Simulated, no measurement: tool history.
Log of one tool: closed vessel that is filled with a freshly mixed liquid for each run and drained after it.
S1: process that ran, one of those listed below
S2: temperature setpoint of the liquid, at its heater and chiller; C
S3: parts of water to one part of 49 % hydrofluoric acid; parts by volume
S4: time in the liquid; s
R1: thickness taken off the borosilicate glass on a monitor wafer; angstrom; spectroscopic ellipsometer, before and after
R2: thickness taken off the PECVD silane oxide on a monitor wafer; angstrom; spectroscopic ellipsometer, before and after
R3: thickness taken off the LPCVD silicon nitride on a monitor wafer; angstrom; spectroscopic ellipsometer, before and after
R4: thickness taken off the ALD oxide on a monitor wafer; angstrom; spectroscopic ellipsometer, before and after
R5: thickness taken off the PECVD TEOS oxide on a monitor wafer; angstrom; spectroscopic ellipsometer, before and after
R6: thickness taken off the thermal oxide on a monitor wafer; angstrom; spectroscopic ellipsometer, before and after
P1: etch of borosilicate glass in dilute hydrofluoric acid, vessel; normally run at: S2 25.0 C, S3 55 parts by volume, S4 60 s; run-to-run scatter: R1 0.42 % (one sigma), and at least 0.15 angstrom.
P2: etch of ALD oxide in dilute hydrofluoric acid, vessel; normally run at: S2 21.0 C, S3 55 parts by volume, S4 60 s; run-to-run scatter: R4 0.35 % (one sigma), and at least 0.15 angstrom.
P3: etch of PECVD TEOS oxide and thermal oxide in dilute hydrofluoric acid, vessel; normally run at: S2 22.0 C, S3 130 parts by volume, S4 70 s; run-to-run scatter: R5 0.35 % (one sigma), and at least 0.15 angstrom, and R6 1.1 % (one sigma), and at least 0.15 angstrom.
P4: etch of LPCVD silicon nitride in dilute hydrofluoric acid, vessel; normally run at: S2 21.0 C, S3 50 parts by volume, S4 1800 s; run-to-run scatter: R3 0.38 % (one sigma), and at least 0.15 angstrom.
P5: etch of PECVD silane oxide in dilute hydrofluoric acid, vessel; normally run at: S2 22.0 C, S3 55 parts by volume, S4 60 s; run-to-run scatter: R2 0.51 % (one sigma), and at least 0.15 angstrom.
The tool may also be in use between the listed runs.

Run 1, hour 19.3: S1 P1, S2 25.0 C, S3 55 parts by volume, S4 60 s. Result: R1 224.09 angstrom.
Run 2, hour 34.2: S1 P1, S2 25.0 C, S3 20 parts by volume, S4 60 s. Result: R1 648.18 angstrom.
Run 3, hour 52.4: S1 P1, S2 25.0 C, S3 55 parts by volume, S4 30 s. Result: R1 112.26 angstrom.
Run 4, hour 65.4: S1 P5, S2 17.0 C, S3 55 parts by volume, S4 60 s. Result: R2 160.370 angstrom.
Run 5, hour 75.9: S1 P1, S2 19.0 C, S3 55 parts by volume, S4 60 s. Result: R1 174.62 angstrom.
At hour 79.0: thermometer replaced.
Run 6, hour 89.9: S1 P1, S2 32.0 C, S3 55 parts by volume, S4 95 s. Result: R1 470.11 angstrom.
Run 7, hour 102.4: S1 P4, S2 21.0 C, S3 50 parts by volume, S4 1800 s. Result: R3 146.49 angstrom.
Run 8, hour 113.8: S1 P2, S2 21.0 C, S3 55 parts by volume, S4 95 s. Result: R4 522.37 angstrom.
Run 9, hour 126.2: S1 P5, S2 22.0 C, S3 90 parts by volume, S4 60 s. Result: R2 115.960 angstrom.
Run 10, hour 142.4: S1 P4, S2 21.0 C, S3 50 parts by volume, S4 2720 s. Result: R3 223.71 angstrom.
Run 11, hour 153.9: S1 P1, S2 25.0 C, S3 55 parts by volume, S4 60 s. Result: R1 224.99 angstrom.
Run 12, hour 167.5: S1 P5, S2 22.0 C, S3 55 parts by volume, S4 30 s. Result: R2 99.963 angstrom.
Run 13, hour 179.2: S1 P3, S2 22.0 C, S3 130 parts by volume, S4 70 s. Result: R5 98.145 angstrom, R6 21.8130 angstrom.
Run 14, hour 190.3: S1 P1, S2 25.0 C, S3 55 parts by volume, S4 105 s. Result: R1 395.84 angstrom.
Run 15, hour 200.7: S1 P2, S2 21.0 C, S3 55 parts by volume, S4 60 s. Result: R4 329.83 angstrom.
Run 16, hour 215.8: S1 P1, S2 25.0 C, S3 55 parts by volume, S4 60 s. Result: R1 225.72 angstrom.
Run 17, hour 229.8: S1 P1, S2 22.0 C, S3 55 parts by volume, S4 100 s. Result: R1 330.00 angstrom.
Run 18, hour 242.5: S1 P4, S2 21.0 C, S3 20 parts by volume, S4 1800 s. Result: R3 356.09 angstrom.
Run 19, hour 256.2: S1 P3, S2 17.5 C, S3 130 parts by volume, S4 70 s. Result: R5 81.410 angstrom, R6 18.3600 angstrom.
Run 20, hour 265.3: S1 P1, S2 25.0 C, S3 80 parts by volume, S4 60 s. Result: R1 148.67 angstrom.
Run 21, hour 284.0: S1 P2, S2 25.0 C, S3 55 parts by volume, S4 60 s. Result: R4 388.06 angstrom.
Run 22, hour 300.5: S1 P1, S2 25.0 C, S3 55 parts by volume, S4 60 s. Result: R1 223.39 angstrom.
Run 23, hour 311.6: S1 P3, S2 22.0 C, S3 75 parts by volume, S4 70 s. Result: R5 181.500 angstrom, R6 40.9630 angstrom.
Run 24, hour 325.4: S1 P2, S2 21.0 C, S3 20 parts by volume, S4 60 s. Result: R4 949.15 angstrom.
Run 25, hour 344.3: S1 P1, S2 32.5 C, S3 55 parts by volume, S4 60 s. Result: R1 302.19 angstrom.
Run 26, hour 360.6: S1 P4, S2 28.0 C, S3 50 parts by volume, S4 1800 s. Result: R3 235.13 angstrom.
Run 27, hour 375.6: S1 P3, S2 22.0 C, S3 130 parts by volume, S4 30 s. Result: R5 42.107 angstrom, R6 9.0736 angstrom.
Run 28, hour 386.0: S1 P3, S2 22.0 C, S3 130 parts by volume, S4 70 s. Result: R5 97.726 angstrom, R6 21.7450 angstrom.
Run 29, hour 403.2: S1 P5, S2 22.0 C, S3 55 parts by volume, S4 60 s. Result: R2 197.480 angstrom.
Run 30, hour 414.5: S1 P1, S2 25.0 C, S3 55 parts by volume, S4 60 s. Result: R1 226.63 angstrom.
Run 31, hour 429.0: S1 P1, S2 25.0 C, S3 55 parts by volume, S4 60 s. Result: R1 214.60 angstrom.
Run 32, hour 442.5: S1 P1, S2 25.0 C, S3 55 parts by volume, S4 60 s. Result: R1 210.89 angstrom.
Run 33, hour 458.3: S1 P1, S2 25.0 C, S3 55 parts by volume, S4 60 s. Result: R1 206.88 angstrom.
Run 34, hour 468.2: S1 P1, S2 25.0 C, S3 55 parts by volume, S4 60 s. Result: R1 206.66 angstrom.
Run 35, hour 476.9: S1 P1, S2 25.0 C, S3 55 parts by volume, S4 60 s. Result: R1 204.25 angstrom.
Run 36, hour 490.5: S1 P1, S2 25.0 C, S3 55 parts by volume, S4 60 s. Result: R1 205.95 angstrom.

What P1 gives has crept away from where it was. These 2 causes fit the log equally well, each at the size given:
A: hydrofluoric acid flow below the setpoint (%) = 7.59
B: liquid colder than its thermometer reads (K) = 2.08
The creep began at about hour 414.5.

4 check runs are offered, one wafer each, their results left as question marks. Which one tells the causes apart?
Run check 1, hour 504.1: S1 P4, S2 21.0 C, S3 50 parts by volume, S4 1800 s. Result: R3 ?.
Run check 2, hour 504.1: S1 P5, S2 22.0 C, S3 55 parts by volume, S4 60 s. Result: R2 ?.
Run check 3, hour 504.1: S1 P2, S2 21.0 C, S3 55 parts by volume, S4 60 s. Result: R4 ?.
Run check 4, hour 504.1: S1 P3, S2 22.0 C, S3 130 parts by volume, S4 70 s. Result: R5 ?, R6 ?.

What each check would give under each cause:
  check  result     if A     if B
check 1      R3   136.39   127.48
check 2      R2  182.490  182.000
check 3      R4   302.64   301.56
check 4      R5   89.444   90.144
check 4      R6  19.9750  20.1310
How far apart the two closest causes lie, in the result that separates them most: check 1 6.76 %; check 2 0.27 %; check 3 0.36 %; check 4 0.78 %
Check 1 tells the causes apart: in the others they would give nearly the same result.

Then check 1 was run and gave: R3 127.92 angstrom. Which cause is it?

It is B: liquid colder than its thermometer reads (K).
